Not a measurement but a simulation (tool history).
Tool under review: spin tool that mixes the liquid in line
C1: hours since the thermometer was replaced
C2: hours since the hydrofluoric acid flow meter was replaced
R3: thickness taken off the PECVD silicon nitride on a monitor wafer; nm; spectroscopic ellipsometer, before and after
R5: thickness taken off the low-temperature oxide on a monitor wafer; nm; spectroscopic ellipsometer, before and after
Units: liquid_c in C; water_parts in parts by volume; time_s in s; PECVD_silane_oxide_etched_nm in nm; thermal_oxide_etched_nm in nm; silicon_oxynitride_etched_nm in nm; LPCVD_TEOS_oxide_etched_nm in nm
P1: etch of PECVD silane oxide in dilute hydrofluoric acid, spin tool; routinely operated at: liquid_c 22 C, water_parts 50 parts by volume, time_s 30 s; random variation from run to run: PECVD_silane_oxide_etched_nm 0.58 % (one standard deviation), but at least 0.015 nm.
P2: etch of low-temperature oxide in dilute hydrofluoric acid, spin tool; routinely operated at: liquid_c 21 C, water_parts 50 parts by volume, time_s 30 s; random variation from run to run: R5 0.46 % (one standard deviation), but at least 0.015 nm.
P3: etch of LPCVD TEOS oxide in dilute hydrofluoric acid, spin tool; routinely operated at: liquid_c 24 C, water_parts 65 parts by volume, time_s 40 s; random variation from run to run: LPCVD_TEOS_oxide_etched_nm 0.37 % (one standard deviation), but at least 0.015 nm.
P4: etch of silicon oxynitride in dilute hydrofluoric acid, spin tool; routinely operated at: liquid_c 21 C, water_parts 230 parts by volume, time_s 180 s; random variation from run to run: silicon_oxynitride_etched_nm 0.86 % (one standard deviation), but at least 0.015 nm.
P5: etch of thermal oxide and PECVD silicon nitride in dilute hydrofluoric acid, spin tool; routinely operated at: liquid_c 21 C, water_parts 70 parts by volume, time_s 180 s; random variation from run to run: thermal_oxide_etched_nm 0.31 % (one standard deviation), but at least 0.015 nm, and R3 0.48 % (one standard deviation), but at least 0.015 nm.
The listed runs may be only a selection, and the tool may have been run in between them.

{"run": 1, "hour": 10.7, "process": "P1", "liquid_c": 22, "water_parts": 50, "time_s": 30, "C1": 1056, "C2": 358.8, "PECVD_silane_oxide_etched_nm": 21.508}
{"run": 2, "hour": 19.1, "process": "P5", "liquid_c": 21, "water_parts": 70, "time_s": 265, "C1": 1064.4, "C2": 367.2, "thermal_oxide_etched_nm": 16.009, "R3": 12.299}
{"run": 3, "hour": 27.0, "process": "P4", "liquid_c": 21, "water_parts": 40, "time_s": 180, "C1": 1072.3, "C2": 375.1, "silicon_oxynitride_etched_nm": 18.098}
{"run": 4, "hour": 35.8, "process": "P1", "liquid_c": 22, "water_parts": 50, "time_s": 30, "C1": 1081.1, "C2": 383.9, "PECVD_silane_oxide_etched_nm": 21.567}
{"run": 5, "hour": 44.5, "process": "P5", "liquid_c": 21, "water_parts": 100, "time_s": 180, "C1": 1089.8, "C2": 392.6, "thermal_oxide_etched_nm": 7.3956, "R3": 5.9484}
{"run": 6, "hour": 53.6, "process": "P1", "liquid_c": 22, "water_parts": 50, "time_s": 30, "C1": 1098.9, "C2": 401.7, "PECVD_silane_oxide_etched_nm": 21.68}
{"run": 7, "hour": 63.0, "process": "P2", "liquid_c": 21, "water_parts": 50, "time_s": 65, "C1": 1108.3, "C2": 411.1, "R5": 20.577}
{"run": 8, "hour": 72.4, "process": "P1", "liquid_c": 22, "water_parts": 50, "time_s": 15, "C1": 1117.7, "C2": 420.5, "PECVD_silane_oxide_etched_nm": 10.789}
{"run": 9, "hour": 78.8, "process": "P1", "liquid_c": 22, "water_parts": 75, "time_s": 15, "C1": 1124.1, "C2": 426.9, "PECVD_silane_oxide_etched_nm": 7.0248}
{"run": 10, "hour": 86.9, "process": "P5", "liquid_c": 21, "water_parts": 70, "time_s": 180, "C1": 1132.2, "C2": 435, "thermal_oxide_etched_nm": 10.901, "R3": 8.3981}
{"run": 11, "hour": 97.8, "process": "P4", "liquid_c": 21, "water_parts": 230, "time_s": 80, "C1": 1143.1, "C2": 445.9, "silicon_oxynitride_etched_nm": 1.1735}
{"run": 12, "hour": 105.5, "process": "P4", "liquid_c": 27, "water_parts": 230, "time_s": 180, "C1": 1150.8, "C2": 453.6, "silicon_oxynitride_etched_nm": 3.5043}
{"run": 13, "hour": 116.8, "process": "P1", "liquid_c": 22, "water_parts": 50, "time_s": 65, "C1": 1162.1, "C2": 464.9, "PECVD_silane_oxide_etched_nm": 47.448}
{"run": 14, "hour": 124.8, "process": "P3", "liquid_c": 24, "water_parts": 65, "time_s": 40, "C1": 1170.1, "C2": 472.9, "LPCVD_TEOS_oxide_etched_nm": 10.806}
{"run": 15, "hour": 133.1, "process": "P2", "liquid_c": 21, "water_parts": 50, "time_s": 30, "C1": 1178.4, "C2": 481.2, "R5": 9.6231}
{"run": 16, "hour": 143.1, "process": "P1", "liquid_c": 22, "water_parts": 50, "time_s": 30, "C1": 1188.4, "C2": 491.2, "PECVD_silane_oxide_etched_nm": 21.855}
{"run": 17, "hour": 149.6, "process": "P1", "liquid_c": 17, "water_parts": 50, "time_s": 45, "C1": 1194.9, "C2": 497.7, "PECVD_silane_oxide_etched_nm": 26.114}
{"run": 18, "hour": 159.1, "process": "P4", "liquid_c": 21, "water_parts": 230, "time_s": 180, "C1": 1204.4, "C2": 507.2, "silicon_oxynitride_etched_nm": 2.6945}
{"run": 19, "hour": 165.4, "process": "P4", "liquid_c": 21, "water_parts": 230, "time_s": 180, "C1": 1210.7, "C2": 513.5, "silicon_oxynitride_etched_nm": 2.6972}
{"run": 20, "hour": 174.3, "process": "P3", "liquid_c": 24, "water_parts": 65, "time_s": 15, "C1": 1219.6, "C2": 522.4, "LPCVD_TEOS_oxide_etched_nm": 4.0912}
{"run": 21, "hour": 183.6, "process": "P1", "liquid_c": 22, "water_parts": 80, "time_s": 30, "C1": 1228.9, "C2": 531.7, "PECVD_silane_oxide_etched_nm": 13.055}
{"run": 22, "hour": 190.9, "process": "P1", "liquid_c": 22, "water_parts": 50, "time_s": 30, "C1": 1236.2, "C2": 539, "PECVD_silane_oxide_etched_nm": 21.636}
{"run": 23, "hour": 200.6, "process": "P5", "liquid_c": 17, "water_parts": 70, "time_s": 180, "C1": 1245.9, "C2": 548.7, "thermal_oxide_etched_nm": 9.2368, "R3": 6.34}
{"run": 24, "hour": 210.8, "process": "P1", "liquid_c": 22, "water_parts": 50, "time_s": 30, "C1": 1256.1, "C2": 558.9, "PECVD_silane_oxide_etched_nm": 21.657}
{"run": 25, "hour": 221.7, "process": "P2", "liquid_c": 21, "water_parts": 85, "time_s": 30, "C1": 1267, "C2": 569.8, "R5": 5.4252}
{"run": 26, "hour": 229.0, "process": "P1", "liquid_c": 17, "water_parts": 50, "time_s": 30, "C1": 1274.3, "C2": 577.1, "PECVD_silane_oxide_etched_nm": 17.452}
{"run": 27, "hour": 236.5, "process": "P1", "liquid_c": 25.5, "water_parts": 50, "time_s": 15, "C1": 1281.8, "C2": 584.6, "PECVD_silane_oxide_etched_nm": 12.542}
{"run": 28, "hour": 242.5, "process": "P3", "liquid_c": 17, "water_parts": 65, "time_s": 40, "C1": 1287.8, "C2": 590.6, "LPCVD_TEOS_oxide_etched_nm": 8.1117}
{"run": 29, "hour": 250.9, "process": "P1", "liquid_c": 22, "water_parts": 20, "time_s": 30, "C1": 1296.2, "C2": 599, "PECVD_silane_oxide_etched_nm": 55.973}
{"run": 30, "hour": 258.2, "process": "P1", "liquid_c": 28, "water_parts": 50, "time_s": 30, "C1": 1303.5, "C2": 606.3, "PECVD_silane_oxide_etched_nm": 27.562}
{"run": 31, "hour": 266.0, "process": "P3", "liquid_c": 24, "water_parts": 65, "time_s": 40, "C1": 1311.3, "C2": 614.1, "LPCVD_TEOS_oxide_etched_nm": 10.939}
{"run": 32, "hour": 271.0, "process": "P2", "liquid_c": 17, "water_parts": 50, "time_s": 30, "C1": 1316.3, "C2": 619.1, "R5": 8.0799}
{"run": 33, "hour": 280.9, "process": "P3", "liquid_c": 24, "water_parts": 20, "time_s": 40, "C1": 1326.2, "C2": 629, "LPCVD_TEOS_oxide_etched_nm": 37.258}
{"run": 34, "hour": 291.6, "process": "P1", "liquid_c": 22, "water_parts": 50, "time_s": 30, "C1": 1336.9, "C2": 639.7, "PECVD_silane_oxide_etched_nm": 21.46}
{"run": 35, "hour": 298.3, "process": "P1", "liquid_c": 22, "water_parts": 50, "time_s": 30, "C1": 1343.6, "C2": 646.4, "PECVD_silane_oxide_etched_nm": 22.013}
{"run": 36, "hour": 308.8, "process": "P1", "liquid_c": 22, "water_parts": 50, "time_s": 30, "C1": 1354.1, "C2": 656.9, "PECVD_silane_oxide_etched_nm": 22.328}
{"run": 37, "hour": 317.2, "process": "P1", "liquid_c": 22, "water_parts": 50, "time_s": 30, "C1": 1362.5, "C2": 665.3, "PECVD_silane_oxide_etched_nm": 22.773}
{"run": 38, "hour": 326.0, "process": "P1", "liquid_c": 22, "water_parts": 50, "time_s": 30, "C1": 1371.3, "C2": 674.1, "PECVD_silane_oxide_etched_nm": 22.948}
{"run": 39, "hour": 335.8, "process": "P1", "liquid_c": 22, "water_parts": 50, "time_s": 30, "C1": 1381.1, "C2": 683.9, "PECVD_silane_oxide_etched_nm": 23.068}
{"run": 40, "hour": 344.6, "process": "P1", "liquid_c": 22, "water_parts": 50, "time_s": 30, "C1": 1389.9, "C2": 692.7, "PECVD_silane_oxide_etched_nm": 23.342}
{"run": 41, "hour": 350.5, "process": "P1", "liquid_c": 22, "water_parts": 50, "time_s": 30, "C1": 1395.8, "C2": 698.6, "PECVD_silane_oxide_etched_nm": 23.301}
{"run": 42, "hour": 359.1, "process": "P1", "liquid_c": 22, "water_parts": 50, "time_s": 30, "C1": 1404.4, "C2": 707.2, "PECVD_silane_oxide_etched_nm": 23.161}
{"run": 43, "hour": 368.2, "process": "P1", "liquid_c": 22, "water_parts": 50, "time_s": 30, "C1": 1413.5, "C2": 716.3, "PECVD_silane_oxide_etched_nm": 23.217}
{"run": 44, "hour": 377.9, "process": "P1", "liquid_c": 22, "water_parts": 50, "time_s": 30, "C1": 1423.2, "C2": 726, "PECVD_silane_oxide_etched_nm": 23.169}

The output of P1 has drifted from where it used to be. Each of the 2 causes below, taken at the size shown beside it, accounts for the log equally well:
A: liquid hotter than its thermometer reads (K) = 1.71
B: hydrofluoric acid flow above the setpoint (%) = 6.9
Onset of the creep was near hour 291.6.

Question marks stand in for the results of the 4 check runs listed below, each run on one wafer. Under which run would the listed causes show clearly different results?
{"run": "check 1", "hour": 387.6, "process": "P5", "liquid_c": 18, "water_parts": 70, "time_s": 180, "thermal_oxide_etched_nm": "?", "R3": "?"}
{"run": "check 2", "hour": 387.6, "process": "P3", "liquid_c": 19.5, "water_parts": 30, "time_s": 40, "LPCVD_TEOS_oxide_etched_nm": "?"}
{"run": "check 3", "hour": 387.6, "process": "P2", "liquid_c": 21, "water_parts": 80, "time_s": 30, "R5": "?"}
{"run": "check 4", "hour": 387.6, "process": "P4", "liquid_c": 21, "water_parts": 55, "time_s": 180, "silicon_oxynitride_etched_nm": "?"}

What each check would give under each cause:
check=check_1 result=thermal_oxide_etched_nm if_A=10.352 if_B=10.346
check=check_1 result=R3 if_A=7.6621 if_B=7.2592
check=check_2 result=LPCVD_TEOS_oxide_etched_nm if_A=21.968 if_B=21.873
check=check_3 result=R5 if_A=6.2152 if_B=6.2322
check=check_4 result=silicon_oxynitride_etched_nm if_A=14.02 if_B=13.808
Distance between the nearest two causes, measured in the result of the check that separates them most: check 1 5.4 %; check 2 0.43 %; check 3 0.27 %; check 4 1.52 %
Check 1 tells the causes apart: in the others they would give nearly the same result.

Check 1 was carried out, with these results: thermal_oxide_etched_nm 10.372 nm; R3 7.6848 nm. Which of the listed causes is responsible?

The correct cause is A, namely: liquid hotter than its thermometer reads (K).
